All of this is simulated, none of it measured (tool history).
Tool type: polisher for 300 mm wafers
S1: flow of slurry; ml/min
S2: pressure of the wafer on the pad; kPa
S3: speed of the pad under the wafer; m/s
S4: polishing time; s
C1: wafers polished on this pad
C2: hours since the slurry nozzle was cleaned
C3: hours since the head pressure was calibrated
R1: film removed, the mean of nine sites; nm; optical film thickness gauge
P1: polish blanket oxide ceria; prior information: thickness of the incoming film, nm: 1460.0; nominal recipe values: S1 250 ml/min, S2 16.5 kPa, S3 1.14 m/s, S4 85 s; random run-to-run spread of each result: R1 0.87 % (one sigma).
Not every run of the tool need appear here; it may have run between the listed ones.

run   hour   S1    S2    S3   S4    C1     C2     C3      R1
  1   12.9  250  16.5  1.14   85   592     62  341.8  314.99
  2   20.1  250  16.5  1.14   85   641   69.2    349  315.58
      24.3  -- head pressure recalibrated
  3   35.5  250  12.4  1.14  126   745   84.6   11.3  348.88
  4   47.7  330  16.5  0.66   85   828   96.8   23.5  189.32
  5   58.4  250  16.5  1.14   85   900  107.5   34.2  313.96
  6   68.3  250  16.5  1.14   85   967  117.4   44.1  313.64
  7   80.1  250  16.5  1.72   85  1047  129.2   55.9  476.46
  8   92.5  250  16.5  1.14   85  1131  141.6   68.3  319.22
  9  106.6  250  23.4  1.14   85  1226  155.7   82.4  449.51
 10  118.8  250  16.5  1.14  117  1309  167.9   94.6  434.38
 11  126.2  250  16.5  0.62   85  1359  175.3    102  171.57
 12    141  150  16.5  1.14   85  1459  190.1  116.8  293.47
 13  154.2  250   7.6  1.14   85  1548  203.3    130  146.34
 14    163  250  16.5  1.14   58  1608  212.1  138.8  214.94
 15  172.2  385  16.5  1.14   85  1670  221.3    148  330.69
 16  182.3  250    11  1.14   51  1738  231.4  158.1  125.01
 17  195.6  250  16.5  1.14   85  1828  244.7  171.4  316.21
 18  204.9  250  16.5  1.14   85  1891    254  180.7  307.53
 19  215.1  250  16.5  1.14   85  1960  264.2  190.9  309.09
 20  224.4  250  16.5  1.14   85  2023  273.5  200.2  302.65
 21  236.3  250  16.5  1.14   85  2103  285.4  212.1  298.25
     242.3  -- worn pad replaced by a new one
 22  248.6  250  16.5  1.14   85    42  297.7  224.4  297.23
 23  256.1  250  16.5  1.14   85    93  305.2  231.9  295.45
 24  266.4  250  16.5  1.14   85   163  315.5  242.2  301.39
 25  273.7  250  16.5  1.14   85   212  322.8  249.5  293.11
 26  280.8  250  16.5  1.14   85   260  329.9  256.6  289.63
 27  290.8  250  16.5  1.14   85   328  339.9  266.6  296.02

Compared with where it was, what P1 gives has crept away. Each cause listed below fits the log as well as the rest, at the size given for it:
A: head's pressure below its setpoint, % = 6.08
B: slurry flow missing at the pad, % = 37.4
The process output started creeping at around hour 195.6.
Other possible causes, and why each is ruled out:
removal rate lost through wear of the pad, %: serviced at hour 242.3, after the drift had started, without restoring the earlier output

Each of the check runs listed below is run on 5 wafers and reports their average, with the results left as question marks. Pick the one under which the possible causes would lead to clearly different results.
check 1  300.8  250   9.7  1.64  85               ?
check 2  300.8  250  21.4  1.14  85               ?
check 3  300.8  155  16.5  1.14  85               ?
check 4  300.8  250    20  1.14  85               ?

Outcome of each check run for each possible cause:
  check  result    if A    if B
check 1      R1  249.05  249.06
check 2      R1  383.33  383.36
check 3      R1   278.3  268.83
check 4      R1   358.6  358.62
Distance between the nearest two causes, measured in the result of the check that separates them most: check 1 0.01 %; check 2 0.01 %; check 3 3.46 %; check 4 0.01 %
The causes can be told apart only by check 3. The other checks would give nearly the same results under each of them.

Then check 3 was run and gave: R1 278.97 nm. Which cause is it?

The correct cause is A, namely: head's pressure below its setpoint, %.

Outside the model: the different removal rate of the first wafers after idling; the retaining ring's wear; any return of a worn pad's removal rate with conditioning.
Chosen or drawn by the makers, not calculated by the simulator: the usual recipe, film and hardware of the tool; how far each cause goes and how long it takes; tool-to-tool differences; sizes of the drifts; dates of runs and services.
